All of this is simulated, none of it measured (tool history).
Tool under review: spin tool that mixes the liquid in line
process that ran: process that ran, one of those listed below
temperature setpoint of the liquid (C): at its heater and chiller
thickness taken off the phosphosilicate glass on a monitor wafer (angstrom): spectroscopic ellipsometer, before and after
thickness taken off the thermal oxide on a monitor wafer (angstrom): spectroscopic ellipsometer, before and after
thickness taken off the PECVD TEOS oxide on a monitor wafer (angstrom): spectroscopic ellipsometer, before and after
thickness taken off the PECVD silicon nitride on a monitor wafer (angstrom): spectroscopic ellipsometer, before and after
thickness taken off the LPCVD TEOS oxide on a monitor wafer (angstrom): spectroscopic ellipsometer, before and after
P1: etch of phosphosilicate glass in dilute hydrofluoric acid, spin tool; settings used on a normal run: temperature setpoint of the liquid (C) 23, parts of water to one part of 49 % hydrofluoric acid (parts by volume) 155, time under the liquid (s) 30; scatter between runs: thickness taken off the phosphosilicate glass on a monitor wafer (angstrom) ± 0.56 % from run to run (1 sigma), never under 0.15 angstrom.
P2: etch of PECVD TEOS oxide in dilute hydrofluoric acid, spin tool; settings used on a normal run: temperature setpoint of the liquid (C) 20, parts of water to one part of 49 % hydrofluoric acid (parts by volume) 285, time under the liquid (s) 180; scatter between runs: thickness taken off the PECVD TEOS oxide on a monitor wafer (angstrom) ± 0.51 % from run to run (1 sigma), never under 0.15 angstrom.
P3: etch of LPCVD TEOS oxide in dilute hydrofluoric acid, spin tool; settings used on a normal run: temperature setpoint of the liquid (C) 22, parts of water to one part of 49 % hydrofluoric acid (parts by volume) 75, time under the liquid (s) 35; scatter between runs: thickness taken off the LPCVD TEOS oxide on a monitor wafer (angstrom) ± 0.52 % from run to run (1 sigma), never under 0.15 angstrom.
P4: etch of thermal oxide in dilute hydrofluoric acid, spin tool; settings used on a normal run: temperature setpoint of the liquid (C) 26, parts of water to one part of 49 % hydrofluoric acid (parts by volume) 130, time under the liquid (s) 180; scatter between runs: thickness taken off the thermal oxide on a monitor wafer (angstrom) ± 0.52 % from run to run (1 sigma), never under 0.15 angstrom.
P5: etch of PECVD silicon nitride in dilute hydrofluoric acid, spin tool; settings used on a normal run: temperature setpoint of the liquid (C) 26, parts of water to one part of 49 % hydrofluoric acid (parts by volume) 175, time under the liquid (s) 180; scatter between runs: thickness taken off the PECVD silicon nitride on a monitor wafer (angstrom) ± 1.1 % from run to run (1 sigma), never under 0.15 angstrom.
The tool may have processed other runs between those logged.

run,hour,process that ran,temperature setpoint of the liquid (C),parts of water to one part of 49 % hydrofluoric acid (parts by volume),time under the liquid (s),hours since the thermometer was replaced,hours since the hydrofluoric acid flow meter was replaced,thickness taken off the phosphosilicate glass on a monitor wafer (angstrom),thickness taken off the thermal oxide on a monitor wafer (angstrom),thickness taken off the PECVD TEOS oxide on a monitor wafer (angstrom),thickness taken off the PECVD silicon nitride on a monitor wafer (angstrom),thickness taken off the LPCVD TEOS oxide on a monitor wafer (angstrom)
1,11.5,P1,23,155,30,579,643.7,275.66,,,,
2,25.8,P1,23,280,30,593.3,658,133.04,,,,
3,37.8,P4,26,130,50,605.3,670,,17.736,,,
4,44.4,P1,17,155,30,611.9,676.6,214.6,,,,
5,58.6,P2,20,285,180,626.1,690.8,,,60.938,,
6,72.6,P5,26,175,180,640.1,704.8,,,,22.527,
7,83.6,P1,23,155,30,651.1,715.8,275.89,,,,
8,97,P1,23,155,50,664.5,729.2,451.52,,,,
9,110.2,P5,26,175,45,677.7,742.4,,,,5.9027,
10,117.8,P5,26,95,180,685.3,750,,,,41.5,
11,126.4,P2,20,285,285,693.9,758.6,,,96.232,,
12,133.2,P2,25,285,180,700.7,765.4,,,72.838,,
13,146.2,P1,23,155,30,713.7,778.4,273.5,,,,
14,158.6,P3,22,75,35,726.1,790.8,,,,,182.92
15,169.4,P4,18.5,130,180,736.9,801.6,,46.931,,,
16,182.5,P1,23,155,30,750,814.7,272.92,,,,
17,195,P1,27,155,45,762.5,827.2,479.05,,,,
18,205.1,P4,26,130,180,772.6,837.3,,61.596,,,
19,219.5,P4,26,225,180,787,851.7,,32.1,,,
20,233.9,P1,27.5,155,15,801.4,866.1,163.17,,,,
21,240.6,P3,29.5,75,35,808.1,872.8,,,,,244.01
22,255,P1,23,155,30,822.5,887.2,274.9,,,,
23,264.6,P4,26,130,180,832.1,896.8,,61.618,,,
24,278.1,P3,22,75,35,845.6,910.3,,,,,182.22
25,290.7,P3,22,75,55,858.2,922.9,,,,,288.96
26,299.9,P2,20,285,180,867.4,932.1,,,61.182,,

Run 27 is up next; what results do you expect?
27,313,P3,22,20,35,880.5,945.2,,,,,?

For run 27 the tool returned thickness taken off the LPCVD TEOS oxide on a monitor wafer (angstrom) 738.76.
